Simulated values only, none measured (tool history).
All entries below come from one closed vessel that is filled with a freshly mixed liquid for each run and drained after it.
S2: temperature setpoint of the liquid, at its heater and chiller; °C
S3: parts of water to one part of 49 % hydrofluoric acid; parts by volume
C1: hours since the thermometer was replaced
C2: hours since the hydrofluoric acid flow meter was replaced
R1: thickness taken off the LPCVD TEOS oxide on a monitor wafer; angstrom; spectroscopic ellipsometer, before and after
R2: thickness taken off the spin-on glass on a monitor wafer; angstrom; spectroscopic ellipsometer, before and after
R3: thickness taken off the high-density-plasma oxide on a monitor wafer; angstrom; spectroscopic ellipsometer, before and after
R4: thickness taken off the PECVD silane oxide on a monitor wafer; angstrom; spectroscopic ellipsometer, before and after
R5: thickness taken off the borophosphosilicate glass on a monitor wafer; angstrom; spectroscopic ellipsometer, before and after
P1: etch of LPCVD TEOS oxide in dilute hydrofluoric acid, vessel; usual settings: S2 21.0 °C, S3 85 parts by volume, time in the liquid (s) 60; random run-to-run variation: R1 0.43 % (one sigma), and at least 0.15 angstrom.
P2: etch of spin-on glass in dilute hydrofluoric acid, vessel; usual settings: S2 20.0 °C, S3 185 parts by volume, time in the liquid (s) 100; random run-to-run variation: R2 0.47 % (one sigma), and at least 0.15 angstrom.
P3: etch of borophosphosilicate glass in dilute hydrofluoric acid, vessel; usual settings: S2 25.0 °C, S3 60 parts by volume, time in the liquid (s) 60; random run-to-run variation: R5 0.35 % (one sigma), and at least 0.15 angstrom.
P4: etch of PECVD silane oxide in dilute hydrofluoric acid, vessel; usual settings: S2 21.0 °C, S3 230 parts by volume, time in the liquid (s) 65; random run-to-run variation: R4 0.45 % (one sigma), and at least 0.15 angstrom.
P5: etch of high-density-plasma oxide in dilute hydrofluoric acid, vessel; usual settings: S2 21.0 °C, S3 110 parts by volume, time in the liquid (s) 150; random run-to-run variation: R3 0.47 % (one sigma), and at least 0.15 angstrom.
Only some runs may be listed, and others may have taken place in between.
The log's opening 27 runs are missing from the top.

Run 28, hour 365.7: process that ran P5, S2 21.0 °C, S3 110 parts by volume, time in the liquid (s) 150; C1 1322.1; C2 1073.5. Result: R3 82.465 angstrom.
Run 29, hour 382.3: process that ran P1, S2 21.0 °C, S3 20 parts by volume, time in the liquid (s) 60; C1 1338.7; C2 1090.1. Result: R1 475.260 angstrom.
Run 30, hour 395.2: process that ran P3, S2 25.0 °C, S3 85 parts by volume, time in the liquid (s) 60; C1 1351.6; C2 1103.0. Result: R5 354.00 angstrom.
Run 31, hour 408.0: process that ran P1, S2 21.0 °C, S3 85 parts by volume, time in the liquid (s) 60; C1 1364.4; C2 1115.8. Result: R1 102.610 angstrom.
Run 32, hour 424.2: process that ran P1, S2 21.0 °C, S3 85 parts by volume, time in the liquid (s) 60; C1 1380.6; C2 1132.0. Result: R1 102.500 angstrom.
Run 33, hour 440.3: process that ran P1, S2 21.0 °C, S3 85 parts by volume, time in the liquid (s) 60; C1 1396.7; C2 1148.1. Result: R1 106.840 angstrom.
Run 34, hour 453.2: process that ran P1, S2 21.0 °C, S3 85 parts by volume, time in the liquid (s) 60; C1 1409.6; C2 1161.0. Result: R1 108.940 angstrom.
Run 35, hour 471.0: process that ran P1, S2 21.0 °C, S3 85 parts by volume, time in the liquid (s) 60; C1 1427.4; C2 1178.8. Result: R1 110.670 angstrom.
Run 36, hour 480.5: process that ran P1, S2 21.0 °C, S3 85 parts by volume, time in the liquid (s) 60; C1 1436.9; C2 1188.3. Result: R1 111.930 angstrom.

Run 37 comes next. What will it give?
Run 37, hour 499.2: process that ran P1, S2 21.0 °C, S3 85 parts by volume, time in the liquid (s) 60; C1 1455.6; C2 1207.0. Result: R1 ?.

R1: 112.810 angstrom
